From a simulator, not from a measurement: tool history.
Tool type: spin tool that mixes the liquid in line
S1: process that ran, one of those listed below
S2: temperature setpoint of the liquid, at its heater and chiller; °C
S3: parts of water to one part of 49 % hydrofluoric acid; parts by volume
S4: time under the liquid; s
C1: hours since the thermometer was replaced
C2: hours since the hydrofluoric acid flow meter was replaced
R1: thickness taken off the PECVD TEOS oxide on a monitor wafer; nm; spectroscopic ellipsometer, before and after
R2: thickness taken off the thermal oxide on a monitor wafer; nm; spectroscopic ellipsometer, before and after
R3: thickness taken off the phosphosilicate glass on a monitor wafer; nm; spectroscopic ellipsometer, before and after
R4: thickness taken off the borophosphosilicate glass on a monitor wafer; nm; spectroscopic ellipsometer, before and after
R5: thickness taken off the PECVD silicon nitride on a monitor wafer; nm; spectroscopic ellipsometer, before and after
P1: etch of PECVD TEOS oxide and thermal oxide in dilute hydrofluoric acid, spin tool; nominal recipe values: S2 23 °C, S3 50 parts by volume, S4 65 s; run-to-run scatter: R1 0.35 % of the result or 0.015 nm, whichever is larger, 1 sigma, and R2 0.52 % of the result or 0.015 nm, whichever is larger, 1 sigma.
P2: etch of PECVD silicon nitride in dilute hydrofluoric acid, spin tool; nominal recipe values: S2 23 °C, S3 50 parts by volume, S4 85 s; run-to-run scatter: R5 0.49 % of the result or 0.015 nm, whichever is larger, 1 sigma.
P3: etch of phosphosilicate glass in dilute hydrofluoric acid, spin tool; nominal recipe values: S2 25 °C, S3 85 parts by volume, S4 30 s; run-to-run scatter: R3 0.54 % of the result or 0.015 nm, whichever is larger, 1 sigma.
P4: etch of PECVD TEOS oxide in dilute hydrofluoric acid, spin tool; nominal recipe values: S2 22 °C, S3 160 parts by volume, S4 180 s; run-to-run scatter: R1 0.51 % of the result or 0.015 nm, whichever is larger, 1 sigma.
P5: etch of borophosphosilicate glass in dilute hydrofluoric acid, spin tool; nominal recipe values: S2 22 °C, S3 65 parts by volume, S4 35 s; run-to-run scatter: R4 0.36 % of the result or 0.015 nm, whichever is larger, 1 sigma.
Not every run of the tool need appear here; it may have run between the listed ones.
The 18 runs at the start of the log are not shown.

run	day	S1	S2	S3	S4	C1	C2	R1	R2	R3	R4	R5
19	8.238	P1	23	30	65	82.7	673.9	30.108	10.003			
20	8.542	P3	25	115	30	90	681.2			28.859		
21	9.058	P4	22	160	275	102.4	693.6	17.537				
22	9.467	P4	22	265	180	112.2	703.4	6.1972				
# day 9.617: hydrofluoric acid flow meter replaced
23	9.862	P1	23	50	65	121.7	6	17.41	5.9151			
24	10.412	P5	22	65	35	134.9	19.2				24.808	
25	10.867	P1	17.5	50	110	145.8	30.1	23.431	7.8838			
26	11.292	P5	22	65	35	156	40.3				24.863	
27	11.617	P5	26.5	65	35	163.8	48.1				29.794	
28	12.125	P3	32	85	30	176	60.3			53.825		
29	12.567	P4	22	160	180	186.6	70.9	11.451				
30	12.996	P1	23	20	105	196.9	81.2	73.757	24.682			
31	13.442	P1	17	50	65	207.6	91.9	13.493	4.5801			
32	14.004	P1	23	50	65	221.1	105.4	17.449	5.8674			
33	14.362	P1	23	50	65	229.7	114	17.145	5.7809			
34	14.783	P1	23	50	65	239.8	124.1	16.934	5.7449			
35	15.354	P1	23	50	65	253.5	137.8	16.8	5.645			
36	15.883	P1	23	50	65	266.2	150.5	16.624	5.6244			
37	16.408	P1	23	50	65	278.8	163.1	16.578	5.6201			
38	16.725	P1	23	50	65	286.4	170.7	16.537	5.5717			
39	17.142	P1	23	50	65	296.4	180.7	16.478	5.5758			
40	17.7	P1	23	50	65	309.8	194.1	16.481	5.5329			

Run 41 has not been measured yet. What should we expect?
41	18.296	P1	23	50	65	324.1	208.4	?	?			

{"run 41": {"R1": 16.49, "R2": 5.5423}}
